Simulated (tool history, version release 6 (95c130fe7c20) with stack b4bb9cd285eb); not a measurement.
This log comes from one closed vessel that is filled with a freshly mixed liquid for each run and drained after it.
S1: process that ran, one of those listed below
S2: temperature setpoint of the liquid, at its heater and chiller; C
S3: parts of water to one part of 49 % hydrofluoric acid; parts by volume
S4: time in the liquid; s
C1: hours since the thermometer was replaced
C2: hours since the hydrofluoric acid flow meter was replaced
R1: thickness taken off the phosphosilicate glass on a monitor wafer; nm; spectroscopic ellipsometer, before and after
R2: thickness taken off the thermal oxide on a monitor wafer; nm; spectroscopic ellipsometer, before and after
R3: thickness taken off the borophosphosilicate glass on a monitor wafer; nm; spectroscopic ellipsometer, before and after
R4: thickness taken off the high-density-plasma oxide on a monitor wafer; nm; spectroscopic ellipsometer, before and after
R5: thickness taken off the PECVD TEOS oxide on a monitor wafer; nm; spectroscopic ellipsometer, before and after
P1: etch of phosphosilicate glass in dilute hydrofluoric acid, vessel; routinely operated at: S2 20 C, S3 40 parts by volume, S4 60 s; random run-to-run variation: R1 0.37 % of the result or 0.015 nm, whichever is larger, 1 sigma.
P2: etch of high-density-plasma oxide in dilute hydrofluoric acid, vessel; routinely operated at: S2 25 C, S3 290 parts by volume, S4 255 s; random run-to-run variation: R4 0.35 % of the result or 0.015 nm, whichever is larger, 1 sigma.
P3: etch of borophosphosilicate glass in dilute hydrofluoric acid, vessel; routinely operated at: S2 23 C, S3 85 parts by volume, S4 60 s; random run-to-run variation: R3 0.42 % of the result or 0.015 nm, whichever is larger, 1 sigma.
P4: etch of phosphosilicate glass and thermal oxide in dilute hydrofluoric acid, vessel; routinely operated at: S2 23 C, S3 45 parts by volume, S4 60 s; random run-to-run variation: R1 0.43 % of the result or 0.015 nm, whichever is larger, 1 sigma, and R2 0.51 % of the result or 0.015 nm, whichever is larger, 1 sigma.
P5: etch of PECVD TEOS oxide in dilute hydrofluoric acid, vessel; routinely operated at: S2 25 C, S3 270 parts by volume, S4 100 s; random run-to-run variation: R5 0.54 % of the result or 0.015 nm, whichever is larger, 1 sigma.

run,hour,S1,S2,S3,S4,C1,C2,R1,R2,R3,R4,R5
1,11.6,P1,20,40,60,304.8,178.3,117.56,,,,
2,20.2,P4,23,45,90,313.4,186.9,412.86,9.1963,,,
3,31.6,P3,23,85,30,324.8,198.3,,,19.982,,
4,43.1,P2,17,290,255,336.3,209.8,,,,5.2867,
5,50.2,P1,20,65,60,343.4,216.9,70.242,,,,
6,62.9,P1,20,40,105,356.1,229.6,204.54,,,,
7,72.1,P5,25,270,100,365.3,238.8,,,,,5.7373
8,78.6,P3,23,150,60,371.8,245.3,,,20.94,,
9,91,P1,20,40,60,384.2,257.7,117.29,,,,
10,101.7,P2,25,290,255,394.9,268.4,,,,7.0468,
11,110,P5,25,100,100,403.2,276.7,,,,,19.015
12,118.9,P4,18,45,60,412.1,285.6,222.26,4.9386,,,
13,126.9,P1,20,40,30,420.1,293.6,58.917,,,,
14,134.3,P5,32.5,270,100,427.5,301,,,,,7.3644
15,144.5,P1,20,60,35,437.7,311.2,44.426,,,,
16,152.4,P2,25,290,490,445.6,319.1,,,,13.499,
17,164,P1,24,40,60,457.2,330.7,138.46,,,,
18,174.2,P4,23,45,60,467.4,340.9,277.17,6.0931,,,
19,187.1,P3,23,85,60,480.3,353.8,,,40.032,,
20,197.7,P1,17,40,60,490.9,364.4,102.96,,,,
21,209.8,P1,20,40,60,503,376.5,117.19,,,,
22,217.4,P1,20,40,60,510.6,384.1,117.22,,,,
23,226.5,P5,25,270,30,519.7,393.2,,,,,1.7343
24,237.1,P1,20,40,60,530.3,403.8,117.17,,,,
25,247.9,P4,23,75,60,541.1,414.6,157.67,3.5082,,,
26,258.8,P4,23,45,60,552,425.5,277.45,6.0702,,,
27,268.9,P1,20,20,60,562.1,435.6,240.57,,,,
28,281,P5,25,270,100,574.2,447.7,,,,,5.8115
29,289,P2,25,65,255,582.2,455.7,,,,40.687,

Estimate the outcome of run 30 from the log above:
30,294.9,P3,17,85,60,588.1,461.6,,,?,,

Run 30 came out at R3 30.804 nm.

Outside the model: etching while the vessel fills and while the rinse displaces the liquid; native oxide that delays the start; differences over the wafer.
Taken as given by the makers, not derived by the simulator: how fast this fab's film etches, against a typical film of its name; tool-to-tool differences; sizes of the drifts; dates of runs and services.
